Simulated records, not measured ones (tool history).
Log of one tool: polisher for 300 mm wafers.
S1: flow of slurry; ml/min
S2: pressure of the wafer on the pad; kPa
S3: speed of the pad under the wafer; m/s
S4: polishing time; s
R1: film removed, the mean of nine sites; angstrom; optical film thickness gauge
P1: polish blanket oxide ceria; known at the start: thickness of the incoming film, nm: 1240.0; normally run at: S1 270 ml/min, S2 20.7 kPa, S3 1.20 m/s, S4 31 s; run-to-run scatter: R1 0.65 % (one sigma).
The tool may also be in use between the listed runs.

| run | hour | S1 | S2 | S3 | S4 | R1 |
|---|---|---|---|---|---|---|
| 1 | 9.3 | 270 | 20.7 | 1.20 | 31 | 1584.00 |
| 2 | 15.5 | 270 | 31.7 | 1.20 | 31 | 2438.60 |
| 3 | 21.9 | 270 | 27.6 | 0.88 | 31 | 1562.60 |
| 4 | 27.8 | 270 | 20.7 | 1.20 | 31 | 1578.00 |
| 5 | 32.1 | 270 | 9.7 | 1.20 | 31 | 741.78 |
| 6 | 38.1 | 355 | 20.7 | 1.20 | 41 | 2152.00 |
| 7 | 46.7 | 270 | 20.7 | 1.20 | 31 | 1617.00 |
| 8 | 53.0 | 270 | 20.7 | 1.20 | 31 | 1576.30 |
| 9 | 60.1 | 270 | 20.7 | 1.20 | 41 | 2095.50 |
| 10 | 67.2 | 270 | 20.7 | 1.20 | 31 | 1596.20 |
| 11 | 73.6 | 160 | 20.7 | 1.20 | 31 | 1491.00 |
| 12 | 83.2 | 270 | 20.7 | 0.54 | 31 | 722.05 |
| 13 | 92.5 | 270 | 20.7 | 1.20 | 19 | 970.82 |
| 14 | 99.2 | 385 | 20.7 | 1.20 | 31 | 1650.30 |
| 15 | 105.1 | 270 | 9.7 | 1.20 | 48 | 1149.10 |
| 16 | 113.8 | 270 | 20.7 | 1.20 | 31 | 1587.40 |
| 17 | 122.0 | 270 | 20.7 | 1.68 | 31 | 2242.30 |
| 18 | 127.5 | 270 | 20.7 | 1.20 | 31 | 1594.70 |
| 19 | 134.9 | 270 | 20.7 | 1.20 | 31 | 1575.20 |
| 20 | 139.7 | 270 | 20.7 | 1.20 | 31 | 1548.90 |
| 21 | 148.9 | 270 | 20.7 | 1.20 | 31 | 1518.50 |
| 22 | 155.9 | 270 | 20.7 | 1.20 | 31 | 1513.50 |
|  | 157.3 | head pressure recalibrated |
| 23 | 160.6 | 270 | 20.7 | 1.20 | 31 | 1513.10 |
| 24 | 167.7 | 270 | 20.7 | 1.20 | 31 | 1509.80 |
| 25 | 176.1 | 270 | 20.7 | 1.20 | 31 | 1495.30 |

What P1 gives has crept away from where it was. These 2 causes fit the log equally well, each at the size given:
A: removal rate lost through wear of the pad, % = 5.7
B: slurry flow missing at the pad, % = 37.4
The creep began at about hour 134.9.
Why every other cause is out:
head's pressure below its setpoint, %: serviced at hour 157.3, which brought nothing back

4 check runs are offered, each on 2 wafers whose results are averaged, their results left as question marks. Which one tells the causes apart?
| check 1 | 184.5 | 160 | 20.7 | 1.20 | 39 | ? |
| check 2 | 184.5 | 270 | 28.3 | 1.20 | 21 | ? |
| check 3 | 184.5 | 270 | 29.0 | 0.72 | 31 | ? |
| check 4 | 184.5 | 270 | 9.7 | 0.88 | 31 | ? |

What each check would give under each cause:
| check | result | if A | if B |
|---|---|---|---|
| check 1 | R1 | 1766.10 | 1702.50 |
| check 2 | R1 | 1390.40 | 1390.30 |
| check 3 | R1 | 1261.60 | 1261.40 |
| check 4 | R1 | 513.97 | 513.92 |
How far apart the two closest causes lie, in the result that separates them most: check 1 3.67 %; check 2 0.01 %; check 3 0.01 %; check 4 0.01 %
Only check 1 tells the causes apart: in the others they would give nearly the same result.

Check 1 was then run and gave: R1 1769.50 angstrom. Which cause is it?

It is A: removal rate lost through wear of the pad, %.
